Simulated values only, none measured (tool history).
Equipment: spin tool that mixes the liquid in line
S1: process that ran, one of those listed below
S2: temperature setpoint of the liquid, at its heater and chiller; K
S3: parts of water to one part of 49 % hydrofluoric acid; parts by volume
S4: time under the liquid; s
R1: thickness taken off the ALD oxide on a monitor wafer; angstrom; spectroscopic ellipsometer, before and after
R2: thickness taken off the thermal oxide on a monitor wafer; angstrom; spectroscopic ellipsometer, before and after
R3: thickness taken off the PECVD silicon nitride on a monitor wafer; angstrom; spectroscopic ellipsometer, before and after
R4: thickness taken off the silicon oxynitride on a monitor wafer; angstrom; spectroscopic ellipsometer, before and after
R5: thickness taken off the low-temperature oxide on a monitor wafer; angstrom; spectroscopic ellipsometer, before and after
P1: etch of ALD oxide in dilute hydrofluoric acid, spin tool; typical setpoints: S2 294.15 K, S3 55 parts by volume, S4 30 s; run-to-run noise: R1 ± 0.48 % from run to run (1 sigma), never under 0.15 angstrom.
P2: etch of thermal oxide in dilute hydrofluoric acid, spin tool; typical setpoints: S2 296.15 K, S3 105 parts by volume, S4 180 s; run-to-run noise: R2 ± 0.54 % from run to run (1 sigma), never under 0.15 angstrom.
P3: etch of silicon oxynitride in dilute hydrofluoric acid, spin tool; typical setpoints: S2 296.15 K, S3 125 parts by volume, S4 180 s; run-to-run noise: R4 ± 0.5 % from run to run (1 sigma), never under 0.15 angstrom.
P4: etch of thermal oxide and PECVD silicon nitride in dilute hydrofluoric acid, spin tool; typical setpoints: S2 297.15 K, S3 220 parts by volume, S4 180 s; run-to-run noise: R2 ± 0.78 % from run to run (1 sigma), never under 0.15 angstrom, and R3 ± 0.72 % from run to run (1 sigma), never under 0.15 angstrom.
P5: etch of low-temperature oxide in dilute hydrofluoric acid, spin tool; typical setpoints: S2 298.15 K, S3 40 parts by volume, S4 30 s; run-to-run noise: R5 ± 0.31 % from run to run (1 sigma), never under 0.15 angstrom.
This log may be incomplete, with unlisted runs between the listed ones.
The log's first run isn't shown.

| run | hour | S1 | S2 | S3 | S4 | R1 | R2 | R3 | R4 | R5 |
|---|---|---|---|---|---|---|---|---|---|---|
| 2 | 17.6 | P1 | 294.15 | 55 | 30 | 121.36 |  |  |  |  |
| 3 | 25 | P1 | 294.15 | 55 | 60 | 242.93 |  |  |  |  |
| 4 | 35.1 | P1 | 294.15 | 30 | 30 | 230.58 |  |  |  |  |
| 5 | 41.7 | P1 | 294.15 | 55 | 30 | 120.13 |  |  |  |  |
| 6 | 56 | P4 | 297.15 | 220 | 325 |  | 59.605 | 58.892 |  |  |
| 7 | 68.9 | P3 | 301.15 | 125 | 180 |  |  |  | 82.401 |  |
|  | 75.4 | thermometer replaced |
| 8 | 82.6 | P4 | 297.15 | 45 | 180 |  | 203.73 | 156.35 |  |  |
| 9 | 91.5 | P3 | 296.15 | 125 | 180 |  |  |  | 65.002 |  |
| 10 | 99.8 | P2 | 296.15 | 105 | 180 |  | 81.397 |  |  |  |
| 11 | 107.6 | P1 | 294.15 | 55 | 15 | 59.871 |  |  |  |  |
| 12 | 117.7 | P2 | 291.15 | 105 | 180 |  | 66.848 |  |  |  |
| 13 | 124.2 | P3 | 296.15 | 125 | 65 |  |  |  | 23.368 |  |
| 14 | 139.1 | P1 | 290.15 | 55 | 30 | 101.98 |  |  |  |  |
| 15 | 146.5 | P5 | 298.15 | 40 | 50 |  |  |  |  | 309.41 |
| 16 | 154.3 | P1 | 298.15 | 55 | 30 | 144.01 |  |  |  |  |
| 17 | 166.4 | P1 | 294.15 | 55 | 30 | 120.8 |  |  |  |  |
| 18 | 177 | P3 | 296.15 | 205 | 180 |  |  |  | 37.762 |  |
| 19 | 188.7 | P3 | 296.15 | 125 | 180 |  |  |  | 65.31 |  |
| 20 | 197.4 | P5 | 298.15 | 40 | 30 |  |  |  |  | 185.37 |
| 21 | 208.9 | P1 | 294.15 | 55 | 30 | 121.4 |  |  |  |  |
| 22 | 219.1 | P4 | 297.15 | 220 | 180 |  | 33.379 | 32.713 |  |  |
| 23 | 233.9 | P2 | 296.15 | 60 | 180 |  | 152.49 |  |  |  |
| 24 | 243.7 | P5 | 302.65 | 40 | 30 |  |  |  |  | 222.37 |

Run 25 has not been measured yet. What should we expect?
| 25 | 256.2 | P5 | 298.15 | 20 | 30 |  |  |  |  | ? |

R5: 380.75 angstrom
